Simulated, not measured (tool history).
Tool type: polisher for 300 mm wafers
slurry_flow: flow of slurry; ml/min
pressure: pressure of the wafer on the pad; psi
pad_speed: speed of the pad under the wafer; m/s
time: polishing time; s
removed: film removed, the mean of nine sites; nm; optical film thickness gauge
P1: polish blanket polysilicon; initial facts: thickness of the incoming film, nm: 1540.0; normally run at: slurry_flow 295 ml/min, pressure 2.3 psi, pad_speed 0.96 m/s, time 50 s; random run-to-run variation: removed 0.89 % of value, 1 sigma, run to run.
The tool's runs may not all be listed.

| run | hour | slurry_flow | pressure | pad_speed | time | wafers polished on this pad | hours since the slurry nozzle was cleaned | hours since the head pressure was calibrated | removed |
|---|---|---|---|---|---|---|---|---|---|
| 1 | 8.4 | 295 | 2.3 | 0.96 | 50 | 450 | 490.4 | 976.8 | 351.87 |
| 2 | 19.7 | 460 | 1.2 | 0.96 | 50 | 558 | 501.7 | 988.1 | 191.20 |
| 3 | 26.3 | 295 | 2.3 | 1.46 | 50 | 621 | 508.3 | 994.7 | 537.02 |
| 4 | 32.4 | 295 | 2.3 | 0.66 | 50 | 679 | 514.4 | 1000.8 | 244.06 |
| 5 | 43.7 | 295 | 2.3 | 0.96 | 50 | 787 | 525.7 | 1012.1 | 348.95 |
| 6 | 51.6 | 400 | 2.3 | 0.96 | 70 | 862 | 533.6 | 1020.0 | 510.05 |
| 7 | 61.5 | 295 | 2.3 | 0.96 | 50 | 957 | 543.5 | 1029.9 | 353.76 |
| 8 | 68.9 | 295 | 2.3 | 0.96 | 27 | 1028 | 550.9 | 1037.3 | 189.20 |
| 9 | 77.2 | 295 | 1.3 | 0.96 | 50 | 1107 | 559.2 | 1045.6 | 199.81 |
| 10 | 87.6 | 295 | 2.3 | 0.96 | 76 | 1206 | 569.6 | 1056.0 | 539.54 |
| 11 | 95.1 | 295 | 3.4 | 0.96 | 50 | 1278 | 577.1 | 1063.5 | 522.59 |
| 12 | 105.4 | 465 | 2.3 | 0.96 | 50 | 1376 | 587.4 | 1073.8 | 363.00 |
| 13 | 110.4 | 175 | 2.3 | 0.96 | 50 | 1424 | 592.4 | 1078.8 | 328.15 |
| 14 | 119.4 | 295 | 2.3 | 0.96 | 50 | 1510 | 601.4 | 1087.8 | 351.49 |
| 15 | 125.0 | 295 | 2.3 | 1.36 | 38 | 1564 | 607.0 | 1093.4 | 379.14 |
| 16 | 136.2 | 295 | 2.3 | 0.96 | 50 | 1671 | 618.2 | 1104.6 | 345.92 |
| 17 | 147.3 | 295 | 2.3 | 0.96 | 50 | 1777 | 629.3 | 1115.7 | 350.16 |
| 18 | 154.4 | 295 | 2.3 | 0.96 | 50 | 1845 | 636.4 | 1122.8 | 340.73 |
| 19 | 165.1 | 295 | 2.3 | 0.96 | 50 | 1947 | 647.1 | 1133.5 | 338.02 |

Run 20 is up next; what results do you expect?
| 20 | 171.7 | 295 | 2.3 | 0.96 | 50 | 2010 | 653.7 | 1140.1 | ? |

{"run 20": {"removed": 334.65}}

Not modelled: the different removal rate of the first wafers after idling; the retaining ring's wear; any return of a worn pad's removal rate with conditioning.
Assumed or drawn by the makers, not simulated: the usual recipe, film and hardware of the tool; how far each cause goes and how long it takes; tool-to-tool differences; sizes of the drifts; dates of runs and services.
